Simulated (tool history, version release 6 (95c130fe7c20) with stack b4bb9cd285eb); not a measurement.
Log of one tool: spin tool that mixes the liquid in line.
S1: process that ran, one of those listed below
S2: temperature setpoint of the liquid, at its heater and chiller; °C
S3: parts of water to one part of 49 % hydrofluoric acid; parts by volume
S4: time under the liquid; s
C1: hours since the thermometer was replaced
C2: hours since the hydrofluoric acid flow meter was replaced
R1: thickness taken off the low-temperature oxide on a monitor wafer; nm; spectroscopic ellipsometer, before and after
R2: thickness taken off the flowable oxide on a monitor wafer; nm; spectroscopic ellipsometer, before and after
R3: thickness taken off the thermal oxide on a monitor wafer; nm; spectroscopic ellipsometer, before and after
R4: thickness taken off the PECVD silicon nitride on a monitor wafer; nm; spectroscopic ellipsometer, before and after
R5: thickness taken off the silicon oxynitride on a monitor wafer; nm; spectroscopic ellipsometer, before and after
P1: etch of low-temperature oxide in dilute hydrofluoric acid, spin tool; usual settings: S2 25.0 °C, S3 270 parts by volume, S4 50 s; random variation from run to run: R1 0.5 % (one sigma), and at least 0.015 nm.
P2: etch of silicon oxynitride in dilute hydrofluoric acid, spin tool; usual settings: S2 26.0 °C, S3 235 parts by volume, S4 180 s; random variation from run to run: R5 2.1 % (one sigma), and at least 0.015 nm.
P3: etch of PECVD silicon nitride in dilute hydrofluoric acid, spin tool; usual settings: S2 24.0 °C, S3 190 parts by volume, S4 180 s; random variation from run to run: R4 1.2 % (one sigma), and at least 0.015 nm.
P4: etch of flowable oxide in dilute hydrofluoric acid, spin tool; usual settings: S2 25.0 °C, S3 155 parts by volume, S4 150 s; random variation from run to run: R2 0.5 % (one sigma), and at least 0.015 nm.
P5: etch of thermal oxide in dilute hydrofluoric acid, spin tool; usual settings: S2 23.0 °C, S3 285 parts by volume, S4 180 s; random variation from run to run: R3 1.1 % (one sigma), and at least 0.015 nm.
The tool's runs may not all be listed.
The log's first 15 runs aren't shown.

Run 16, hour 70.9: S1 P4, S2 25.0 °C, S3 155 parts by volume, S4 150 s; C1 1867.3; C2 541.1. Result: R2 30.492 nm.
Run 17, hour 74.4: S1 P1, S2 25.0 °C, S3 490 parts by volume, S4 50 s; C1 1870.8; C2 544.6. Result: R1 1.8822 nm.
Run 18, hour 77.1: S1 P5, S2 28.0 °C, S3 285 parts by volume, S4 180 s; C1 1873.5; C2 547.3. Result: R3 2.84700 nm.
Run 19, hour 81.7: S1 P1, S2 25.0 °C, S3 270 parts by volume, S4 80 s; C1 1878.1; C2 551.9. Result: R1 6.6246 nm.
Run 20, hour 85.2: S1 P2, S2 34.0 °C, S3 235 parts by volume, S4 180 s; C1 1881.6; C2 555.4. Result: R5 1.78380 nm.
Run 21, hour 89.5: S1 P2, S2 26.0 °C, S3 235 parts by volume, S4 335 s; C1 1885.9; C2 559.7. Result: R5 2.51210 nm.
Run 22, hour 95.4: S1 P5, S2 23.0 °C, S3 450 parts by volume, S4 180 s; C1 1891.8; C2 565.6. Result: R3 1.29340 nm.
At hour 97.0: thermometer replaced.
Run 23, hour 101.0: S1 P1, S2 25.0 °C, S3 140 parts by volume, S4 15 s; C1 4.0; C2 571.2. Result: R1 2.7721 nm.
Run 24, hour 106.9: S1 P1, S2 25.0 °C, S3 270 parts by volume, S4 50 s; C1 9.9; C2 577.1. Result: R1 4.1655 nm.
Run 25, hour 112.1: S1 P2, S2 26.0 °C, S3 235 parts by volume, S4 180 s; C1 15.1; C2 582.3. Result: R5 1.27800 nm.
Run 26, hour 118.0: S1 P1, S2 25.0 °C, S3 270 parts by volume, S4 50 s; C1 21.0; C2 588.2. Result: R1 4.2316 nm.
Run 27, hour 123.7: S1 P1, S2 25.0 °C, S3 270 parts by volume, S4 25 s; C1 26.7; C2 593.9. Result: R1 2.1000 nm.
Run 28, hour 127.8: S1 P4, S2 25.0 °C, S3 260 parts by volume, S4 150 s; C1 30.8; C2 598.0. Result: R2 16.456 nm.
Run 29, hour 133.9: S1 P1, S2 25.0 °C, S3 270 parts by volume, S4 50 s; C1 36.9; C2 604.1. Result: R1 4.1223 nm.
Run 30, hour 139.3: S1 P3, S2 32.0 °C, S3 190 parts by volume, S4 180 s; C1 42.3; C2 609.5. Result: R4 3.5571 nm.
Run 31, hour 144.0: S1 P1, S2 25.0 °C, S3 270 parts by volume, S4 50 s; C1 47.0; C2 614.2. Result: R1 4.1187 nm.
Run 32, hour 146.7: S1 P1, S2 25.0 °C, S3 270 parts by volume, S4 50 s; C1 49.7; C2 616.9. Result: R1 4.2492 nm.
Run 33, hour 150.6: S1 P1, S2 25.0 °C, S3 270 parts by volume, S4 50 s; C1 53.6; C2 620.8. Result: R1 4.3703 nm.
Run 34, hour 154.0: S1 P1, S2 25.0 °C, S3 270 parts by volume, S4 50 s; C1 57.0; C2 624.2. Result: R1 4.4073 nm.
Run 35, hour 159.9: S1 P1, S2 25.0 °C, S3 270 parts by volume, S4 50 s; C1 62.9; C2 630.1. Result: R1 4.4630 nm.
Run 36, hour 165.0: S1 P1, S2 25.0 °C, S3 270 parts by volume, S4 50 s; C1 68.0; C2 635.2. Result: R1 4.4813 nm.

Forecast run 37:
Run 37, hour 168.3: S1 P1, S2 25.0 °C, S3 270 parts by volume, S4 50 s; C1 71.3; C2 638.5. Result: R1 ?.

{"run 37": {"R1": 4.4965}}
